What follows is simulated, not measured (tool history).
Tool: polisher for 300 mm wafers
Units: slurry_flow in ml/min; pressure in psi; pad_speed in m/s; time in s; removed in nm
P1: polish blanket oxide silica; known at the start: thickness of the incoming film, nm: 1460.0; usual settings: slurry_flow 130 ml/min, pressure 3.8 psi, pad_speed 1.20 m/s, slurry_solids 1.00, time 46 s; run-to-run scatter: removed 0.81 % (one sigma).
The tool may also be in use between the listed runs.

run 1 hour=9.6 | slurry_flow=130 pressure=3.8 pad_speed=1.20 slurry_solids=1.00 time=46 | removed=133.350
run 2 hour=16.8 | slurry_flow=130 pressure=3.8 pad_speed=1.20 slurry_solids=1.00 time=46 | removed=132.450
-- hour=20.3 slurry blender recalibrated
run 3 hour=27.4 | slurry_flow=80 pressure=3.8 pad_speed=1.20 slurry_solids=1.00 time=46 | removed=118.710
run 4 hour=37.6 | slurry_flow=130 pressure=5.6 pad_speed=1.80 slurry_solids=1.00 time=46 | removed=266.110
run 5 hour=46.9 | slurry_flow=185 pressure=3.8 pad_speed=0.74 slurry_solids=1.00 time=46 | removed=95.622
run 6 hour=54.0 | slurry_flow=130 pressure=3.8 pad_speed=1.20 slurry_solids=1.00 time=46 | removed=132.200
run 7 hour=60.7 | slurry_flow=130 pressure=3.8 pad_speed=1.20 slurry_solids=1.00 time=31 | removed=89.215
run 8 hour=65.3 | slurry_flow=130 pressure=3.8 pad_speed=1.20 slurry_solids=1.00 time=46 | removed=132.570
-- hour=67.8 conditioning disc replaced and pad reconditioned
run 9 hour=70.5 | slurry_flow=130 pressure=3.8 pad_speed=1.62 slurry_solids=1.00 time=46 | removed=166.820
run 10 hour=78.6 | slurry_flow=130 pressure=3.8 pad_speed=1.20 slurry_solids=1.00 time=46 | removed=133.450
run 11 hour=85.3 | slurry_flow=195 pressure=3.8 pad_speed=1.20 slurry_solids=1.00 time=46 | removed=143.320
run 12 hour=90.4 | slurry_flow=130 pressure=1.9 pad_speed=1.20 slurry_solids=1.00 time=46 | removed=65.144
run 13 hour=96.4 | slurry_flow=130 pressure=3.8 pad_speed=0.62 slurry_solids=1.00 time=46 | removed=77.768
-- hour=102.1 slurry nozzle cleaned
run 14 hour=102.9 | slurry_flow=130 pressure=3.8 pad_speed=1.20 slurry_solids=1.00 time=46 | removed=133.730
run 15 hour=108.2 | slurry_flow=130 pressure=5.9 pad_speed=1.20 slurry_solids=1.00 time=46 | removed=206.020
run 16 hour=115.5 | slurry_flow=130 pressure=3.8 pad_speed=1.20 slurry_solids=1.45 time=46 | removed=152.000
run 17 hour=121.6 | slurry_flow=130 pressure=3.8 pad_speed=1.20 slurry_solids=1.00 time=69 | removed=195.240
run 18 hour=131.0 | slurry_flow=130 pressure=3.8 pad_speed=1.20 slurry_solids=1.00 time=46 | removed=132.320
run 19 hour=140.5 | slurry_flow=130 pressure=3.8 pad_speed=1.20 slurry_solids=0.55 time=46 | removed=96.245
run 20 hour=145.8 | slurry_flow=130 pressure=3.8 pad_speed=1.20 slurry_solids=1.00 time=46 | removed=130.710
run 21 hour=151.6 | slurry_flow=130 pressure=3.8 pad_speed=1.20 slurry_solids=1.00 time=46 | removed=129.630
run 22 hour=161.2 | slurry_flow=130 pressure=3.8 pad_speed=1.20 slurry_solids=1.00 time=46 | removed=124.940
run 23 hour=166.7 | slurry_flow=130 pressure=3.8 pad_speed=1.20 slurry_solids=1.00 time=46 | removed=123.340
run 24 hour=176.6 | slurry_flow=130 pressure=3.8 pad_speed=1.20 slurry_solids=1.00 time=46 | removed=122.240
-- hour=180.3 conditioning disc replaced and pad reconditioned
run 25 hour=186.5 | slurry_flow=130 pressure=3.8 pad_speed=1.20 slurry_solids=1.00 time=46 | removed=121.440
-- hour=189.5 head pressure recalibrated
run 26 hour=192.3 | slurry_flow=130 pressure=3.8 pad_speed=1.20 slurry_solids=1.00 time=46 | removed=119.160
-- hour=196.0 slurry blender recalibrated
run 27 hour=198.6 | slurry_flow=130 pressure=3.8 pad_speed=1.20 slurry_solids=1.00 time=46 | removed=121.960
run 28 hour=205.4 | slurry_flow=130 pressure=3.8 pad_speed=1.20 slurry_solids=1.00 time=46 | removed=119.460
run 29 hour=212.9 | slurry_flow=130 pressure=3.8 pad_speed=1.20 slurry_solids=1.00 time=46 | removed=120.470
run 30 hour=221.6 | slurry_flow=130 pressure=3.8 pad_speed=1.20 slurry_solids=1.00 time=46 | removed=119.780

What P1 gives has crept away from where it was. These 2 causes fit the log equally well, each at the size given:
A: removal rate lost through wear of the pad, % = 9.71
B: slurry flow missing at the pad, % = 34.6
The creep began at about hour 145.8.
Why every other cause is out:
head's pressure below its setpoint, %: serviced at hour 189.5, which brought nothing back
abrasive missing from the slurry, %: serviced at hour 196.0, which brought nothing back
time polished since the conditioner stopped cutting, s: serviced at hour 180.3, which brought nothing back

4 check runs are offered, each on 5 wafers whose results are averaged, their results left as question marks. Which one tells the causes apart?
run check 1 hour=230.3 | slurry_flow=130 pressure=3.8 pad_speed=1.20 slurry_solids=1.45 time=36 | removed=?
run check 2 hour=230.3 | slurry_flow=130 pressure=5.3 pad_speed=0.70 slurry_solids=1.00 time=46 | removed=?
run check 3 hour=230.3 | slurry_flow=130 pressure=3.8 pad_speed=0.96 slurry_solids=1.20 time=46 | removed=?
run check 4 hour=230.3 | slurry_flow=195 pressure=3.8 pad_speed=1.58 slurry_solids=1.00 time=46 | removed=?

What each check would give under each cause:
check=check_1 result=removed if_A=109.040 if_B=109.040
check=check_2 result=removed if_A=108.450 if_B=108.450
check=check_3 result=removed if_A=108.310 if_B=108.320
check=check_4 result=removed if_A=159.440 if_B=164.540
How far apart the two closest causes lie, in the result that separates them most: check 1 0 %; check 2 0 %; check 3 0 %; check 4 3.15 %
Only check 4 tells the causes apart: in the others they would give nearly the same result.

Check 4 was then run and gave: removed 164.170 nm. Which cause is it?

It is B: slurry flow missing at the pad, %.

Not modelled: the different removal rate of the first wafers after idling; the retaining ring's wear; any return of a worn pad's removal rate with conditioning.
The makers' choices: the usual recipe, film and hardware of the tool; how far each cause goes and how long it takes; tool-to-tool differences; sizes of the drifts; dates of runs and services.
